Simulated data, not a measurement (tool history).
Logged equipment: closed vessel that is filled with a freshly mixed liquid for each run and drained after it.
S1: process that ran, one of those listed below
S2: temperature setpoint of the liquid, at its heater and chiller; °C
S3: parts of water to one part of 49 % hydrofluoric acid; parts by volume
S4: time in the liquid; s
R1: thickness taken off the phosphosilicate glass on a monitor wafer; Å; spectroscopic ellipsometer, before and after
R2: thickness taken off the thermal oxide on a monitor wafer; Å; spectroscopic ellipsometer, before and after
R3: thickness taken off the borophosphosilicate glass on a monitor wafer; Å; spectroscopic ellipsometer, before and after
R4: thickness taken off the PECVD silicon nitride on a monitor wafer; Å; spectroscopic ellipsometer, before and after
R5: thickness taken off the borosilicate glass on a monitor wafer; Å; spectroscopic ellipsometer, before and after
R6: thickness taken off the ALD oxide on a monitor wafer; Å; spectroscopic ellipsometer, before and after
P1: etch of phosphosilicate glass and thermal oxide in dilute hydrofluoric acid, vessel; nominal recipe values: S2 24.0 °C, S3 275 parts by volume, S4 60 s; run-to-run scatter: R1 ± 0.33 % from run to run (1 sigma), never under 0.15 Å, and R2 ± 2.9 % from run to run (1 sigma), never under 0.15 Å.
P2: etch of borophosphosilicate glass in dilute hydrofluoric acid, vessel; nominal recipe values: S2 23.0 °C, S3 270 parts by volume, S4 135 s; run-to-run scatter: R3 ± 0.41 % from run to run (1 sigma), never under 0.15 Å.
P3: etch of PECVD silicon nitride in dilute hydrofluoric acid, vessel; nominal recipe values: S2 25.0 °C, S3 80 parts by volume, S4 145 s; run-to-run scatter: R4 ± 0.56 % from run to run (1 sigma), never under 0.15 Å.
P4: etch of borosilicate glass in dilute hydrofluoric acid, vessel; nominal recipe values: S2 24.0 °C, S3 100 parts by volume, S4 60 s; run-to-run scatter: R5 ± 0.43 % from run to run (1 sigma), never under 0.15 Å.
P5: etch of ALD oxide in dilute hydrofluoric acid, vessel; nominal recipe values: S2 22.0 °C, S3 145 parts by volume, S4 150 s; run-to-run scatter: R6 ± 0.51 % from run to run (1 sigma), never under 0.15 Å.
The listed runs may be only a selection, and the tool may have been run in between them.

run	hour	S1	S2	S3	S4	R1	R2	R3	R4	R5	R6
1	16.6	P1	24.0	275	60	207.71	8.0121				
2	29.4	P1	24.0	275	60	208.37	8.1454				
3	41.9	P2	23.0	270	135			257.83			
4	58.8	P1	24.0	470	60	101.14	4.2925				
5	74.6	P1	17.0	275	60	160.42	6.9312				
6	89.0	P2	23.0	270	135			257.72			
7	97.4	P1	28.5	275	95	381.41	15.8820				
8	105.8	P1	24.0	275	60	207.31	8.8240				
9	122.8	P3	25.0	80	145				54.140		
10	137.7	P2	23.0	160	135			488.79			
11	152.9	P1	24.0	275	110	379.35	15.6130				
12	167.9	P4	24.0	100	110					463.65	
13	178.3	P1	24.0	75	30	474.32	19.0790				
14	195.5	P1	24.0	170	60	375.86	15.6110				
15	210.1	P1	24.0	275	60	208.04	9.0218				
16	218.5	P1	24.0	460	110	192.44	8.1826				
17	227.9	P3	25.0	120	145				36.047		
18	238.9	P5	22.0	145	80						83.947
19	255.6	P4	24.0	100	60					253.21	
20	264.5	P1	24.0	275	60	209.13	8.6029				
21	276.9	P4	31.5	100	60					338.87	
22	288.1	P5	17.0	145	150						128.250
23	296.5	P3	25.0	80	30				11.090		
24	311.2	P1	24.0	275	60	207.94	8.0503				
25	320.3	P4	24.0	175	60					131.03	
26	334.8	P1	24.0	275	60	207.97	8.7423				
27	343.9	P3	31.5	80	145				82.008		
28	356.0	P5	22.0	145	150						157.000
29	372.3	P1	24.0	275	35	121.47	5.0337				
30	384.3	P1	29.0	275	60	247.92	10.6300				
31	398.2	P2	17.0	270	135			209.35			
32	408.7	P5	22.0	250	150						82.224
33	423.2	P2	23.0	270	230			444.39			
34	433.7	P1	24.0	275	60	207.44	8.2990				
35	441.8	P1	24.0	275	60	211.40	8.3599				
36	453.5	P1	24.0	275	60	213.81	9.2257				
37	464.4	P1	24.0	275	60	215.84	8.8761				
38	479.4	P1	24.0	275	60	218.19	8.7729				
39	488.0	P1	24.0	275	60	219.49	9.3808				
40	499.3	P1	24.0	275	60	221.48	8.9807				
41	510.2	P1	24.0	275	60	221.56	9.2261				
42	519.0	P1	24.0	275	60	222.39	9.5192				
43	529.4	P1	24.0	275	60	220.63	9.0166				
44	541.0	P1	24.0	275	60	222.31	9.4378				

The log shows P1 creeping away from where it was. Any of the 2 causes listed here, at the size stated for it, fits the log just as well as the others:
A: liquid hotter than its thermometer reads (K) = 1.79
B: hydrofluoric acid flow above the setpoint (%) = 5.04
The creep began at about hour 433.7.

The list below offers 4 check runs, each averaging the results of 2 wafers, and shows each result as a question mark. For which of them would the listed causes give clearly different results?
check 1	552.6	P3	25.0	80	35				?		
check 2	552.6	P4	28.5	165	60					?	
check 3	552.6	P5	22.0	225	95						?
check 4	552.6	P2	19.5	270	230			?			

Check results expected under each cause:
check	result	if A	if B
check 1	R4	14.657	13.684
check 2	R5	179.22	178.35
check 3	R6	63.140	62.771
check 4	R3	416.83	414.71
Smallest distance between any two causes, each pair judged by its most separating result, in per cent: check 1 6.87 %; check 2 0.49 %; check 3 0.59 %; check 4 0.51 %
Check 1 is the one run that separates the causes; every other check would come out nearly the same whichever cause is at work.

With check 1 done, the readings were: R4 14.647 Å. Identify which of the listed causes applies.

The cause is A: liquid hotter than its thermometer reads (K).

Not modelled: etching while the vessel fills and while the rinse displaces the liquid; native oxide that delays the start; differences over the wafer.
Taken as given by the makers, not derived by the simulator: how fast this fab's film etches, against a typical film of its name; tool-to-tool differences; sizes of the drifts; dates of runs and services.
